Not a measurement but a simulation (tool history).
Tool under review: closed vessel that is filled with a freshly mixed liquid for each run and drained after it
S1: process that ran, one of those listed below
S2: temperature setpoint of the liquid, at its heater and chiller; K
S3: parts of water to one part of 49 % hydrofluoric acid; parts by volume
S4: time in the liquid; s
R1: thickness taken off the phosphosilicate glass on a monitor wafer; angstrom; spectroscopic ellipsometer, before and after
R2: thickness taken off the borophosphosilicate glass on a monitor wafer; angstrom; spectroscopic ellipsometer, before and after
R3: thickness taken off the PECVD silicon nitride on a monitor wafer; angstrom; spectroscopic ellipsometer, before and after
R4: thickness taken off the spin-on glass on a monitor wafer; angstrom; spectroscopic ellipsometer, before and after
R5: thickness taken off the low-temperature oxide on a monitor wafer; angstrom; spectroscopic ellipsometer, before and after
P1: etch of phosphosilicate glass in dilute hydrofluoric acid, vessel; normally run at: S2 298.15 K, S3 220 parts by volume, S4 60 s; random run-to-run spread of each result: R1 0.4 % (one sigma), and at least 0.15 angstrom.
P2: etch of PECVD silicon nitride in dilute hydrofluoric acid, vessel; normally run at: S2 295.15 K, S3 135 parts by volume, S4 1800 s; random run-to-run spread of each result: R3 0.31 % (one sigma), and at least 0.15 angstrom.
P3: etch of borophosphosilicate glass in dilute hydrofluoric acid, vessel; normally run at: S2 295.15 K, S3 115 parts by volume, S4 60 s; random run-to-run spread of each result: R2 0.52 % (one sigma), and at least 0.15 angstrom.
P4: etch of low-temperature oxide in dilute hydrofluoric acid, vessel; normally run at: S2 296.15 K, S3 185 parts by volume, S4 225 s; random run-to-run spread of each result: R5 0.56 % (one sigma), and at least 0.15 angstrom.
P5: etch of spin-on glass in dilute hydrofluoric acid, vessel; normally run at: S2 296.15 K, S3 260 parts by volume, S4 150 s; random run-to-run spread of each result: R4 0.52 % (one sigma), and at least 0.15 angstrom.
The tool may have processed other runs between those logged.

{"run": 1, "hour": 4.2, "S1": "P1", "S2": 298.15, "S3": 220, "S4": 60, "R1": 335.68}
{"run": 2, "hour": 8.0, "S1": "P1", "S2": 305.15, "S3": 220, "S4": 60, "R1": 430.04}
{"run": 3, "hour": 14.6, "S1": "P3", "S2": 295.15, "S3": 45, "S4": 60, "R2": 700.28}
{"run": 4, "hour": 21.5, "S1": "P2", "S2": 295.15, "S3": 135, "S4": 1800, "R3": 550.48}
{"run": 5, "hour": 26.3, "S1": "P2", "S2": 295.15, "S3": 45, "S4": 1800, "R3": 1617.7}
{"run": 6, "hour": 30.3, "S1": "P3", "S2": 301.15, "S3": 115, "S4": 60, "R2": 320.1}
{"run": 7, "hour": 37.0, "S1": "P1", "S2": 293.15, "S3": 145, "S4": 60, "R1": 460.79}
{"run": 8, "hour": 43.4, "S1": "P1", "S2": 298.15, "S3": 220, "S4": 30, "R1": 167.13}
{"run": 9, "hour": 50.2, "S1": "P2", "S2": 295.15, "S3": 135, "S4": 1800, "R3": 550.81}
{"run": 10, "hour": 55.7, "S1": "P1", "S2": 290.15, "S3": 220, "S4": 60, "R1": 249.37}
{"run": 11, "hour": 59.9, "S1": "P1", "S2": 298.15, "S3": 220, "S4": 60, "R1": 337.52}
{"run": 12, "hour": 66.7, "S1": "P1", "S2": 293.15, "S3": 220, "S4": 30, "R1": 139.9}
{"run": 13, "hour": 71.7, "S1": "P5", "S2": 296.15, "S3": 260, "S4": 150, "R4": 150.64}
{"run": 14, "hour": 77.5, "S1": "P4", "S2": 296.15, "S3": 185, "S4": 225, "R5": 215.95}
{"run": 15, "hour": 81.4, "S1": "P5", "S2": 296.15, "S3": 260, "S4": 150, "R4": 149.98}
{"run": 16, "hour": 88.0, "S1": "P3", "S2": 295.15, "S3": 115, "S4": 110, "R2": 460.45}
{"run": 17, "hour": 91.4, "S1": "P5", "S2": 296.15, "S3": 260, "S4": 295, "R4": 296.57}
{"run": 18, "hour": 98.3, "S1": "P2", "S2": 295.15, "S3": 135, "S4": 2900, "R3": 887.99}
{"run": 19, "hour": 101.8, "S1": "P4", "S2": 296.15, "S3": 270, "S4": 225, "R5": 137.53}
{"run": 20, "hour": 107.1, "S1": "P1", "S2": 298.15, "S3": 220, "S4": 105, "R1": 588.61}
{"run": 21, "hour": 111.5, "S1": "P1", "S2": 298.15, "S3": 220, "S4": 60, "R1": 336.74}
{"run": 22, "hour": 115.5, "S1": "P5", "S2": 290.15, "S3": 260, "S4": 150, "R4": 120.29}
{"run": 23, "hour": 120.3, "S1": "P1", "S2": 293.65, "S3": 220, "S4": 30, "R1": 142.93}
{"run": 24, "hour": 125.4, "S1": "P1", "S2": 298.15, "S3": 220, "S4": 60, "R1": 337.67}
{"run": 25, "hour": 132.2, "S1": "P1", "S2": 298.15, "S3": 55, "S4": 60, "R1": 1643}
{"run": 26, "hour": 135.8, "S1": "P5", "S2": 296.15, "S3": 165, "S4": 150, "R4": 262.12}
{"run": 27, "hour": 139.7, "S1": "P4", "S2": 296.15, "S3": 185, "S4": 30, "R5": 29.078}
{"run": 28, "hour": 144.0, "S1": "P3", "S2": 295.15, "S3": 115, "S4": 60, "R2": 253.6}
{"hour": 147.3, "done": "thermometer replaced"}
{"run": 29, "hour": 147.7, "S1": "P4", "S2": 304.15, "S3": 185, "S4": 225, "R5": 288.01}
{"run": 30, "hour": 152.3, "S1": "P2", "S2": 290.15, "S3": 135, "S4": 1800, "R3": 391.56}
{"run": 31, "hour": 157.7, "S1": "P1", "S2": 298.15, "S3": 370, "S4": 60, "R1": 173.29}
{"run": 32, "hour": 165.1, "S1": "P1", "S2": 298.15, "S3": 220, "S4": 60, "R1": 336.98}
{"run": 33, "hour": 172.3, "S1": "P1", "S2": 298.15, "S3": 220, "S4": 60, "R1": 347.32}
{"run": 34, "hour": 179.6, "S1": "P1", "S2": 298.15, "S3": 220, "S4": 60, "R1": 349.42}

Run 35 has not been measured yet. What should we expect?
{"run": 35, "hour": 186.1, "S1": "P1", "S2": 298.15, "S3": 220, "S4": 60, "R1": "?"}

{"run 35": {"R1": 354.32}}

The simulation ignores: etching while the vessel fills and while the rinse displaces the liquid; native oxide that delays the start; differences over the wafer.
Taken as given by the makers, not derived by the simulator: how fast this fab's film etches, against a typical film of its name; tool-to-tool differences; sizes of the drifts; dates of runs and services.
